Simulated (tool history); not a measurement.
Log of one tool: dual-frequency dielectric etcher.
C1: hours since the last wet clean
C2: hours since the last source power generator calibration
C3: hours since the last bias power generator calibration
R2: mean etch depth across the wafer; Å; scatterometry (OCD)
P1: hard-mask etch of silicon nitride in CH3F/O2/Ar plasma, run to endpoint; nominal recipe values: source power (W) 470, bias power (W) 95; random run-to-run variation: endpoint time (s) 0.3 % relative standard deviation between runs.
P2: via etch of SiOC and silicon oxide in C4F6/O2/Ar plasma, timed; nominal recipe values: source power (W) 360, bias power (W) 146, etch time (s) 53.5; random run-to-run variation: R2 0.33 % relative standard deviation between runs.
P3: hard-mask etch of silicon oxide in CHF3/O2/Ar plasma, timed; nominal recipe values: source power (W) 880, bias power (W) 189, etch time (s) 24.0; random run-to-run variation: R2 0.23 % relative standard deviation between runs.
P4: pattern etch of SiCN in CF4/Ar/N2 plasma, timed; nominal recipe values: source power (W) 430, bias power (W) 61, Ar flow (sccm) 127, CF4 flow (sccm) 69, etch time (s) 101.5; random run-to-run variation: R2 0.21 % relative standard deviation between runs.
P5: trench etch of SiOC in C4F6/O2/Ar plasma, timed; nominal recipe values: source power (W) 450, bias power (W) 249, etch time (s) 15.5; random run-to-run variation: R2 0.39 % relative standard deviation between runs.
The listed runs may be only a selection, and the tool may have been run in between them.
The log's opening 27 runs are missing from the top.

{"run": 28, "hour": 175.6, "process that ran": "P3", "source power (W)": 880, "bias power (W)": 189, "etch time (s)": 30.0, "C1": 76.1, "C2": 823.9, "C3": 1122.7, "R2": 677.34}
{"run": 29, "hour": 182.6, "process that ran": "P4", "source power (W)": 430, "bias power (W)": 61, "etch time (s)": 101.5, "Ar flow (sccm)": 127, "CF4 flow (sccm)": 69, "C1": 83.1, "C2": 830.9, "C3": 1129.7, "R2": 774.22}
{"run": 30, "hour": 188.3, "process that ran": "P1", "source power (W)": 470, "bias power (W)": 95, "C1": 88.8, "C2": 836.6, "C3": 1135.4, "endpoint time (s)": 36.14}
{"run": 31, "hour": 192.4, "process that ran": "P1", "source power (W)": 470, "bias power (W)": 95, "C1": 92.9, "C2": 840.7, "C3": 1139.5, "endpoint time (s)": 35.754}
{"run": 32, "hour": 200.7, "process that ran": "P1", "source power (W)": 470, "bias power (W)": 95, "C1": 101.2, "C2": 849.0, "C3": 1147.8, "endpoint time (s)": 35.765}
{"hour": 207.6, "done": "wet clean of the chamber"}
{"run": 33, "hour": 207.7, "process that ran": "P1", "source power (W)": 470, "bias power (W)": 95, "C1": 0.2, "C2": 856.0, "C3": 1154.8, "endpoint time (s)": 35.44}
{"run": 34, "hour": 216.1, "process that ran": "P1", "source power (W)": 470, "bias power (W)": 95, "C1": 8.6, "C2": 864.4, "C3": 1163.2, "endpoint time (s)": 35.384}
{"run": 35, "hour": 223.5, "process that ran": "P1", "source power (W)": 470, "bias power (W)": 95, "C1": 16.0, "C2": 871.8, "C3": 1170.6, "endpoint time (s)": 35.351}

Predict the results of run 36:
{"run": 36, "hour": 231.5, "process that ran": "P1", "source power (W)": 470, "bias power (W)": 95, "C1": 24.0, "C2": 879.8, "C3": 1178.6, "endpoint time (s)": "?"}

endpoint time (s): 35.357
